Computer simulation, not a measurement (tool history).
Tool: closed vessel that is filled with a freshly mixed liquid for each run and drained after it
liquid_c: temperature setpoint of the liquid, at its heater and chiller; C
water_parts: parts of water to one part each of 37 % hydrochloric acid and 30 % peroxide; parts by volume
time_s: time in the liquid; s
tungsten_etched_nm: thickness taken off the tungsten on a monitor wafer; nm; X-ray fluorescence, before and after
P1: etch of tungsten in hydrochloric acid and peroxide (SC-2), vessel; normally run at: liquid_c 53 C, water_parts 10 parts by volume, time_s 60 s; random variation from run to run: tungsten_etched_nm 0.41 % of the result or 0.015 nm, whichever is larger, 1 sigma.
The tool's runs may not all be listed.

run,hour,liquid_c,water_parts,time_s,hours since the thermometer was replaced,hours since the chemicals flow meter was replaced,hours since the drum of peroxide was connected,tungsten_etched_nm
1,12.6,53,10,60,646.3,325,585.6,21.281
2,27.5,53,10,60,661.2,339.9,600.5,21.295
3,37.7,53,10,60,671.4,350.1,610.7,21.479
4,51.2,53,10,30,684.9,363.6,624.2,10.596
5,59.4,53,10,60,693.1,371.8,632.4,21.286
# hour 61.9: chemicals flow meter replaced
6,74.2,53,4,60,707.9,12.4,647.2,42.711
7,81.4,53,10,100,715.1,19.6,654.4,35.553
8,95.6,53,4,30,729.3,33.8,668.6,21.394
9,104.3,53,10,60,738,42.5,677.3,21.287
10,115.4,68.5,10,60,749.1,53.6,688.4,56.17
11,129.4,53,18,60,763.1,67.6,702.4,12.765
12,139,36.5,10,60,772.7,77.2,712,6.847
13,147.1,53,10,60,780.8,85.3,720.1,21.357
14,160.9,53,10,60,794.6,99.1,733.9,20.535
15,168.4,53,10,60,802.1,106.6,741.4,20.172
16,177.7,53,10,60,811.4,115.9,750.7,20.032
17,191.6,53,10,60,825.3,129.8,764.6,19.709
# hour 202: new drum of peroxide connected
18,204,53,10,60,837.7,142.2,2,19.618
19,215.1,53,10,60,848.8,153.3,13.1,19.604
20,227.9,53,10,60,861.6,166.1,25.9,19.57

What P1 gives has crept away from where it was. These 2 causes fit the log equally well, each at the size given:
A: chemicals flow below the setpoint (%) = 9.77
B: liquid colder than its thermometer reads (K) = 1.32
The creep began at about hour 147.1.
Why every other cause is out:
peroxide weaker than its label (%): serviced at hour 202, which brought nothing back

4 check runs are offered, each on 2 wafers whose results are averaged, their results left as question marks. Which one tells the causes apart?
check 1,240.7,62.5,10,95,,,,?
check 2,240.7,53,17,60,,,,?
check 3,240.7,46.5,4,60,,,,?
check 4,240.7,40.5,18,60,,,,?

What each check would give under each cause:
check,result,if A,if B
check 1,tungsten_etched_nm,56.685,56.941
check 2,tungsten_etched_nm,12.282,12.353
check 3,tungsten_etched_nm,25.778,25.251
check 4,tungsten_etched_nm,4.9806,4.9765
How far apart the two closest causes lie, in the result that separates them most: check 1 0.45 %; check 2 0.57 %; check 3 2.06 %; check 4 0.08 %
Only check 3 tells the causes apart: in the others they would give nearly the same result.

Check 3 was then run and gave: tungsten_etched_nm 25.813 nm. Which cause is it?

It is A: chemicals flow below the setpoint (%).
